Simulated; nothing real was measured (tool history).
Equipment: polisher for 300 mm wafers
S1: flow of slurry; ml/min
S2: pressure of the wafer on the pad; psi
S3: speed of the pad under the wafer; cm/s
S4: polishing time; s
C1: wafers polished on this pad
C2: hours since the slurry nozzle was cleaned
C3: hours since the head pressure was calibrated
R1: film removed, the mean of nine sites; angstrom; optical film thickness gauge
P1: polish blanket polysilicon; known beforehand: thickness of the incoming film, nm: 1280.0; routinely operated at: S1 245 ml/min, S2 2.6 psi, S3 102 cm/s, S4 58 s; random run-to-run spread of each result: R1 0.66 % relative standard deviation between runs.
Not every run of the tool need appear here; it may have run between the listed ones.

run   hour   S1   S2   S3  S4    C1     C2     C3      R1
  1      7  245  2.6  102  58   591  329.9  307.9  4561.3
  2   13.4  245  2.6  140  27   664  336.3  314.3  2885.1
  3   19.5  245  2.6  102  58   734  342.4  320.4  4620.1
  4   23.2  245  2.6  102  58   777  346.1  324.1  4585.6
  5   28.5  245  2.6   64  58   838  351.4  329.4  2878.7
  6   35.5  330  2.6  102  58   918  358.4  336.4  4664.5
  7   39.6  145  2.6  138  58   965  362.5  340.5  5780.3
  8   46.4  245  2.6  152  58  1043  369.3  347.3  6782.1
  9   52.1  335  2.6  102  32  1108    375    353  2613.5
 10   57.6  245  2.6  102  58  1171  380.5  358.5  4625.7
 11   63.3  245  2.6  102  33  1237  386.2  364.2  2629.3
 12   68.3  145  2.6  102  58  1294  391.2  369.2  4313.6
 13   71.9  245  1.2  102  58  1335  394.8  372.8  2107.8
 14   77.9  245  3.7  102  58  1404  400.8  378.8  6520.8
 15   83.5  245  2.6  102  80  1468  406.4  384.4  6348.7
 16   89.1  245  2.6  102  58  1532    412    390    4601
 17   94.5  245  2.6  102  58  1594  417.4  395.4  4491.9
 18  100.6  245  2.6  102  58  1664  423.5  401.5    4438
 19  103.8  245  2.6  102  58  1701  426.7  404.7  4367.6
 20  110.8  245  2.6  102  58  1781  433.7  411.7  4348.5
 21  114.5  245  2.6  102  58  1824  437.4  415.4  4386.9
 22  119.2  245  2.6  102  58  1877  442.1  420.1  4362.3
 23  123.5  245  2.6  102  58  1927  446.4  424.4  4371.7
     124.9  -- head pressure recalibrated
 24    128  245  2.6  102  58  1978  450.9    3.2  4381.2
 25  132.6  245  2.6  102  58  2031  455.5    7.8  4344.4
 26  137.1  245  2.6  102  58  2083    460   12.3    4336
 27  140.2  245  2.6  102  58  2118  463.1   15.4  4328.6

Something has made what P1 gives creep away from where it was; the 2 causes below, each at its own stated size, fit the log equally well:
A: slurry flow missing at the pad, % = 34.9
B: removal rate lost through wear of the pad, % = 5.65
The process output started creeping at around hour 89.1.
All other causes, with the reason each is excluded:
head's pressure below its setpoint, %: serviced at hour 124.9, after the change had begun; the process did not return to its earlier output

Which of the 4 check runs listed below, each an average over 2 wafers with its results shown as question marks, gives clearly different results under the different listed causes?
check 1  143.3  145  3.5  102  58               ?
check 2  143.3  245  2.6   64  76               ?
check 3  143.3  245  1.4  102  58               ?
check 4  143.3  245  2.6   80  79               ?

Predicted outcomes, by check and by cause:
  check  result    if A    if B
check 1      R1  5232.9  5423.8
check 2      R1  3568.8  3568.3
check 3      R1  2337.3  2336.9
check 4      R1  4637.1  4636.4
Gap, in per cent, between the two causes that each check separates least, read from the result that separates them most: check 1 3.58 %; check 2 0.02 %; check 3 0.02 %; check 4 0.02 %
Check 1 is the one run that separates the causes; every other check would come out nearly the same whichever cause is at work.

Running check 1 produced the following: R1 5412 angstrom. Which one of the listed causes fits?

Of the candidate causes, it is B: removal rate lost through wear of the pad, %.
